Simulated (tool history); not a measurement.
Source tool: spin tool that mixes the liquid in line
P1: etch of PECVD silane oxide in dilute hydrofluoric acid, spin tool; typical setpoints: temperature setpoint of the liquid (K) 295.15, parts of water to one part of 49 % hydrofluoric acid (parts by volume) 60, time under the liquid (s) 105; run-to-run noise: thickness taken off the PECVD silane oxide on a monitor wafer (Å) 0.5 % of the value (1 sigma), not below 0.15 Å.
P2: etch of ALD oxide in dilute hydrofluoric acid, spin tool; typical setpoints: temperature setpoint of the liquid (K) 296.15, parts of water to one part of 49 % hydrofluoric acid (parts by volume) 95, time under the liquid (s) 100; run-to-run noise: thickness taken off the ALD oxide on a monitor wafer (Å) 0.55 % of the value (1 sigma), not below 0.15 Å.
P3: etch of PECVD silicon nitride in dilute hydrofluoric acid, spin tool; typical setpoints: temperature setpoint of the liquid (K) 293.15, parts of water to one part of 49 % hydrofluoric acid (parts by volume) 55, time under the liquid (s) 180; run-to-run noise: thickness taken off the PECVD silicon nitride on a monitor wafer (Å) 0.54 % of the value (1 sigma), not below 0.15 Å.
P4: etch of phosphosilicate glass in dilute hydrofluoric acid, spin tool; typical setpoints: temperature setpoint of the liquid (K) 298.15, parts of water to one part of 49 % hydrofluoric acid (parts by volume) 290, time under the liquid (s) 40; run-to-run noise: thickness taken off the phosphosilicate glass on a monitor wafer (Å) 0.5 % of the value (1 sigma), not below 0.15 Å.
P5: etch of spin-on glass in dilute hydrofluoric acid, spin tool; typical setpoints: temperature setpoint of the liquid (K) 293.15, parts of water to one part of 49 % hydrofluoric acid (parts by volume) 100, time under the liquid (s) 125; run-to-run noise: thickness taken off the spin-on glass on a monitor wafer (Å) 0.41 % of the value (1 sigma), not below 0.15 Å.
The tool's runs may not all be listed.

run,day,process that ran,temperature setpoint of the liquid (K),parts of water to one part of 49 % hydrofluoric acid (parts by volume),time under the liquid (s),thickness taken off the PECVD silane oxide on a monitor wafer (Å),thickness taken off the PECVD silicon nitride on a monitor wafer (Å),thickness taken off the ALD oxide on a monitor wafer (Å),thickness taken off the spin-on glass on a monitor wafer (Å),thickness taken off the phosphosilicate glass on a monitor wafer (Å)
1,0.288,P1,295.15,60,105,260.430,,,,
2,0.542,P3,293.15,55,180,,69.902,,,
3,0.804,P2,304.15,95,100,,,229.880,,
4,1.033,P5,298.65,100,125,,,,755.68,
5,1.192,P1,295.15,60,105,258.150,,,,
6,1.350,P4,298.15,290,40,,,,,70.063
7,1.554,P1,290.15,60,50,99.226,,,,
8,1.725,P1,295.15,60,105,259.710,,,,
9,2.000,P1,290.15,60,105,208.190,,,,
10,2.283,P1,295.15,30,105,541.360,,,,
11,2.450,P4,298.15,290,40,,,,,69.872
12,2.608,P1,295.15,60,50,124.370,,,,
13,2.842,P4,298.15,290,80,,,,,139.170
14,2.992,P2,296.15,95,30,,,50.766,,
15,3.204,P1,295.15,95,105,157.070,,,,
16,3.367,P1,295.15,60,105,259.810,,,,
17,3.646,P5,293.15,25,125,,,,2680.90,
18,3.850,P5,293.15,100,250,,,,1220.30,
19,4.133,P3,293.15,55,180,,69.237,,,
20,4.321,P2,296.15,155,100,,,97.416,,
21,4.450,P3,293.15,90,180,,42.655,,,
22,4.679,P4,298.15,65,40,,,,,399.230
23,4.933,P2,296.15,95,100,,,169.320,,

The next listed run, before its measurement:
24,5.083,P5,293.15,100,125,,,,?,

thickness taken off the spin-on glass on a monitor wafer (Å): 608.14
